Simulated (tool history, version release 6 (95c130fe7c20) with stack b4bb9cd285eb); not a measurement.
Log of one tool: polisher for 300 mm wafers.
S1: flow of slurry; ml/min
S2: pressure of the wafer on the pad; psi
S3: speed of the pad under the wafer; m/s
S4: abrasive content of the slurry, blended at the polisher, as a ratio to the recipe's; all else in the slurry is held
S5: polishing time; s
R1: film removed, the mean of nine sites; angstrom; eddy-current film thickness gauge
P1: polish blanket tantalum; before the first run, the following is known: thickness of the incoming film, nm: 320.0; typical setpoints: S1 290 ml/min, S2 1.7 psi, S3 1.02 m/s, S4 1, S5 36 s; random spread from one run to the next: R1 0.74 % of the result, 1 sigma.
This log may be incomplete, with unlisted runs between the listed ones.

run,day,S1,S2,S3,S4,S5,R1
1,0.575,290,1.7,1.02,1,36,600.74
2,0.862,290,1.7,1.02,1.35,36,643.14
3,1.362,290,1.7,1.02,1,36,596.67
4,1.917,290,1.7,1.02,1,36,603.38
5,2.308,290,2.6,1.02,1,36,906.61
# day 2.696: slurry nozzle cleaned
6,2.796,290,1.7,0.54,1,36,317.69
7,3.254,290,1.7,1.02,1,19,312.57
8,3.529,290,1.7,1.58,1,36,922.92
9,4.117,290,0.8,0.58,1,36,160.3
10,4.458,290,1.7,1.02,0.65,36,519.39
11,4.892,290,2.2,1.02,1,55,1184
12,5.479,175,1.7,1.02,1,36,568.67
13,5.879,290,1.7,1.02,1,36,594.01
14,6.333,290,1.7,1.02,1,36,591.32
# day 6.583: worn pad replaced by a new one
# day 6.688: slurry blender recalibrated
15,6.829,290,1.7,1.02,1,36,588.35
16,7.083,290,0.9,1.02,1,36,316.71
17,7.375,375,1.7,1.02,1,36,603.34
18,7.692,290,1.7,1.02,1,52,854.74
19,7.983,290,1.7,1.02,1,36,596.71
20,8.479,290,1.7,1.02,1,36,564.08
21,8.817,290,1.7,1.02,1,36,543.11
22,9.271,290,1.7,1.02,1,36,537.87
# day 9.608: slurry nozzle cleaned
# day 9.754: worn pad replaced by a new one
23,9.821,290,1.7,1.02,1,36,526.43
24,10.312,290,1.7,1.02,1,36,538.28
25,10.833,290,1.7,1.02,1,36,526.52

What P1 gives has crept off from where it sat before. The 2 causes that follow fit the log equally well, each at the size noted:
A: abrasive missing from the slurry, % = 31.2
B: head's pressure below its setpoint, % = 11.5
The drift started at roughly day 7.983.
Excluded causes, each with its reason:
removal rate lost through wear of the pad, %: serviced at day 9.754, after the drift had started, without restoring the earlier output
slurry flow missing at the pad, %: serviced at day 9.608, after the drift had started, without restoring the earlier output

The list below offers 4 check runs, each averaging the results of 3 wafers, and shows each result as a question mark. For which of them would the listed causes give clearly different results?
check 1,11.354,175,1.7,1.4,1,36,?
check 2,11.354,290,1,1.02,0.7,36,?
check 3,11.354,290,2.6,1.02,1,47,?
check 4,11.354,290,1.7,0.6,1,21,?

What each check would give under each cause:
check,result,if A,if B
check 1,R1,681.9,681.67
check 2,R1,268.11,276.41
check 3,R1,1053.5,1053.1
check 4,R1,181.04,180.98
Separation of the two closest causes in each check, using whichever result separates them best: check 1 0.03 %; check 2 3.05 %; check 3 0.03 %; check 4 0.03 %
Check 2 is the one run that separates the causes; every other check would come out nearly the same whichever cause is at work.

Check 2 was carried out, with these results: R1 275.87 angstrom. Which of the listed causes is responsible?

Of the candidate causes, it is B: head's pressure below its setpoint, %.

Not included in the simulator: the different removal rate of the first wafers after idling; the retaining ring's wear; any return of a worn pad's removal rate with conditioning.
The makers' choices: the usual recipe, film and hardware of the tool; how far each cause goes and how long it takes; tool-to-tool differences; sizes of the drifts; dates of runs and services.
